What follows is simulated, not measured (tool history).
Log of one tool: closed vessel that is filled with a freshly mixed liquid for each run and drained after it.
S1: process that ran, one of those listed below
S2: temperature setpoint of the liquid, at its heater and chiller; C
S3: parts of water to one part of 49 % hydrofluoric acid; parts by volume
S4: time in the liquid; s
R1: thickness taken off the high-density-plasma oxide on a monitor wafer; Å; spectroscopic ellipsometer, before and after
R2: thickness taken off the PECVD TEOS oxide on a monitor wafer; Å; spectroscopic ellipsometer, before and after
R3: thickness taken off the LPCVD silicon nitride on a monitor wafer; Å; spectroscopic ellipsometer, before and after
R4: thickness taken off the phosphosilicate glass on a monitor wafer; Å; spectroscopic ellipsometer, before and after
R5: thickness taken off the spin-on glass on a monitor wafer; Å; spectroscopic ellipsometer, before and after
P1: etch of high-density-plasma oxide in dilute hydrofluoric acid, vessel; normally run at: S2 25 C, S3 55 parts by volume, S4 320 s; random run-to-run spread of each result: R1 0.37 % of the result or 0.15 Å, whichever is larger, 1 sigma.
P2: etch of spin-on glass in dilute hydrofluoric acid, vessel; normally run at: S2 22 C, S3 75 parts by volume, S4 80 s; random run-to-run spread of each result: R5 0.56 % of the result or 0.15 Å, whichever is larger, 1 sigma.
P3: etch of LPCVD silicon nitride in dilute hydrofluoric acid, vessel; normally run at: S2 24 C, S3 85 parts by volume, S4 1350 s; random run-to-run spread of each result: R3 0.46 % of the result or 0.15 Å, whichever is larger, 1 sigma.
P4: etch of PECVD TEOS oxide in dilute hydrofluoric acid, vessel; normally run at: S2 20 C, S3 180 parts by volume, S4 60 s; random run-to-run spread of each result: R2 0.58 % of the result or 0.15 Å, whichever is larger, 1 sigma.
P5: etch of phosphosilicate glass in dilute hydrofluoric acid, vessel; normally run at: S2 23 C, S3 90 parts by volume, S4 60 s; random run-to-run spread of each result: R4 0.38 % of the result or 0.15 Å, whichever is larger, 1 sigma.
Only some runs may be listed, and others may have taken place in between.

run	hour	S1	S2	S3	S4	R1	R2	R3	R4	R5
1	7.6	P1	25	55	320	459.45				
2	15.9	P4	20	105	60		93.197			
3	30.3	P3	24	140	1350			48.953		
4	44.9	P3	24	85	1350			79.506		
5	57.3	P5	23	155	60				351.99	
6	70.6	P5	31	90	60				894.74	
7	84.6	P4	20	180	60		49.649			
8	99.2	P1	25	55	320	463.95				
9	108.7	P2	22	75	80					459.55
10	117.4	P1	25	55	30	43.47				
11	126.2	P5	23	90	30				325.71	
12	139.8	P2	22	75	80					457.01
13	150.3	P1	25	55	320	461.28				
14	164.3	P1	25	55	320	458.98				
15	171.6	P1	19.5	55	320	368.64				
16	179.4	P1	19	25	320	817.04				
17	191.6	P1	25	95	320	253.62				
18	201.5	P4	17	180	60		44.612			
19	208.2	P1	25	55	320	460.24				
20	220.4	P1	32	55	320	603.96				
21	227.7	P1	25	20	320	1333.5				
22	241.7	P1	29.5	95	320	300.99				
23	250.3	P2	22	75	130					741.95
24	259.9	P1	25	55	605	876.16				
25	271.2	P4	20	180	120		100.38			
26	279.9	P3	24	85	2390			141.29		
27	290.8	P3	17	85	1350			49.143		
28	300	P5	23	90	60				652.73	
29	310.6	P5	23	90	60				652.45	
30	325.6	P1	25	55	320	463.59				
31	335.5	P2	30.5	75	80					638.01
32	342.6	P1	25	55	320	462.12				
33	353	P3	24	85	1350			79.709		
34	368.3	P2	22	25	80					1450.5
35	379.7	P1	25	55	320	458.94				
36	393.8	P1	25	55	320	481.31				
37	406.4	P1	25	55	320	494.33				
38	418.6	P1	25	55	320	499.04				
39	427.4	P1	25	55	320	497.76				
40	442.2	P1	25	55	320	504.2				
41	454.1	P1	25	55	320	499.89				

P1 no longer gives what it gave before; its output has crept away from where it was. The following 2 causes, each at its listed size, fit the log equally well:
A: hydrofluoric acid flow above the setpoint (%) = 8.04
B: liquid hotter than its thermometer reads (K) = 2.06
Creep in the process output first set in at about hour 379.7.

4 check runs are offered, one wafer each, their results left as question marks. Which one tells the causes apart?
check 1	466	P2	22	75	80					?
check 2	466	P4	20	180	60		?			
check 3	466	P5	23	90	60				?	
check 4	466	P3	24	85	1350			?		

Outcome of each check run for each possible cause:
check	result	if A	if B
check 1	R5	496.02	495.87
check 2	R2	54.702	54.088
check 3	R4	712.42	710.02
check 4	R3	86.318	91.591
Per-check spread between the two closest causes, in the result where they differ most: check 1 0.03 %; check 2 1.13 %; check 3 0.34 %; check 4 5.93 %
Check 4 tells the causes apart: in the others they would give nearly the same result.

Here is what check 4 returned: R3 85.985 Å. Which cause is it?

Of the candidate causes, it is A: hydrofluoric acid flow above the setpoint (%).

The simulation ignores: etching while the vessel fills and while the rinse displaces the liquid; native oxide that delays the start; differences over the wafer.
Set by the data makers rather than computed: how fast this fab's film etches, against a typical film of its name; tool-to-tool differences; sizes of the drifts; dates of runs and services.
